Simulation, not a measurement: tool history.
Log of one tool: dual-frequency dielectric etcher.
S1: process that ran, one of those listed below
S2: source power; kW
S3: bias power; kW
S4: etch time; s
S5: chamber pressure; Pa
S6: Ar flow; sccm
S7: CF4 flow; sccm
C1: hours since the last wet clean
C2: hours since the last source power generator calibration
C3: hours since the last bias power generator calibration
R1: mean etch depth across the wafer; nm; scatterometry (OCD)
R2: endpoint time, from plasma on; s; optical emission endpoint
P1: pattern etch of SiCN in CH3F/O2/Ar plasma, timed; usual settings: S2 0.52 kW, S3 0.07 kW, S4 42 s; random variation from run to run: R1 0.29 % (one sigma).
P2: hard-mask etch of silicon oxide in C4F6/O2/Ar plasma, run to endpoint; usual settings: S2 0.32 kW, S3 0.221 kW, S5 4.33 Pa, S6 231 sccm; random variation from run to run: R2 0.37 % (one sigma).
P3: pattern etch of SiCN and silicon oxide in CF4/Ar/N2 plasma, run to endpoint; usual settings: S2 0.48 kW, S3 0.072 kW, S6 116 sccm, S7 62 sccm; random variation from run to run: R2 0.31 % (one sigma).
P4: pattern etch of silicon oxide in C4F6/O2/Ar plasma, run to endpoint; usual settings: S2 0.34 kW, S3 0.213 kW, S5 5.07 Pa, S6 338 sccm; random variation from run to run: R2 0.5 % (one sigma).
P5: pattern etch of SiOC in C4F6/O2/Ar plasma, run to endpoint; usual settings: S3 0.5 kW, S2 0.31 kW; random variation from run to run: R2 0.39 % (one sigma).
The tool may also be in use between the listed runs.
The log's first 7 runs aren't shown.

Run 8, hour 53.4: S1 P2, S2 0.32 kW, S3 0.221 kW, S5 4.33 Pa, S6 280 sccm; C1 191; C2 1102.8; C3 818.6. Result: R2 52.15 s.
Run 9, hour 58.3: S1 P1, S2 0.52 kW, S3 0.07 kW, S4 42 s; C1 195.9; C2 1107.7; C3 823.5. Result: R1 17.033 nm.
Run 10, hour 64.2: S1 P3, S2 0.48 kW, S3 0.045 kW, S6 116 sccm, S7 62 sccm; C1 201.8; C2 1113.6; C3 829.4. Result: R2 20.836 s.
Run 11, hour 72.6: S1 P2, S2 0.32 kW, S3 0.221 kW, S5 4.33 Pa, S6 231 sccm; C1 210.2; C2 1122; C3 837.8. Result: R2 51.684 s.
Run 12, hour 80.4: S1 P4, S2 0.34 kW, S3 0.213 kW, S5 6.8 Pa, S6 338 sccm; C1 218; C2 1129.8; C3 845.6. Result: R2 14.777 s.
Run 13, hour 85.5: S1 P3, S2 0.48 kW, S3 0.072 kW, S6 75 sccm, S7 62 sccm; C1 223.1; C2 1134.9; C3 850.7. Result: R2 16.662 s.
Run 14, hour 89.7: S1 P5, S2 0.44 kW, S3 0.5 kW; C1 227.3; C2 1139.1; C3 854.9. Result: R2 14.844 s.
Run 15, hour 93.8: S1 P5, S2 0.31 kW, S3 0.5 kW; C1 231.4; C2 1143.2; C3 859. Result: R2 16.963 s.
Run 16, hour 100.5: S1 P4, S2 0.34 kW, S3 0.17 kW, S5 5.07 Pa, S6 338 sccm; C1 238.1; C2 1149.9; C3 865.7. Result: R2 15.207 s.
Run 17, hour 108.4: S1 P1, S2 0.52 kW, S3 0.07 kW, S4 42 s; C1 246; C2 1157.8; C3 873.6. Result: R1 17.124 nm.
Run 18, hour 113.2: S1 P2, S2 0.44 kW, S3 0.221 kW, S5 4.33 Pa, S6 231 sccm; C1 250.8; C2 1162.6; C3 878.4. Result: R2 45.834 s.
Run 19, hour 117.3: S1 P3, S2 0.28 kW, S3 0.072 kW, S6 116 sccm, S7 62 sccm; C1 254.9; C2 1166.7; C3 882.5. Result: R2 28.598 s.
Run 20, hour 125.3: S1 P1, S2 0.52 kW, S3 0.07 kW, S4 42 s; C1 262.9; C2 1174.7; C3 890.5. Result: R1 17.083 nm.
Run 21, hour 133: S1 P3, S2 0.48 kW, S3 0.072 kW, S6 116 sccm, S7 82 sccm; C1 270.6; C2 1182.4; C3 898.2. Result: R2 17.087 s.
Run 22, hour 141: S1 P1, S2 0.52 kW, S3 0.07 kW, S4 42 s; C1 278.6; C2 1190.4; C3 906.2. Result: R1 17.039 nm.
Run 23, hour 146.8: S1 P2, S2 0.32 kW, S3 0.221 kW, S5 4.33 Pa, S6 231 sccm; C1 284.4; C2 1196.2; C3 912. Result: R2 51.336 s.
Run 24, hour 151.7: S1 P4, S2 0.46 kW, S3 0.213 kW, S5 5.07 Pa, S6 338 sccm; C1 289.3; C2 1201.1; C3 916.9. Result: R2 12.698 s.
Run 25, hour 158.2: S1 P1, S2 0.52 kW, S3 0.07 kW, S4 42 s; C1 295.8; C2 1207.6; C3 923.4. Result: R1 17.041 nm.

Forecast run 26:
Run 26, hour 163.5: S1 P1, S2 0.64 kW, S3 0.047 kW, S4 42 s; C1 301.1; C2 1212.9; C3 928.7. Result: R1 ?.

Run 26 gave R1 16.272 nm.
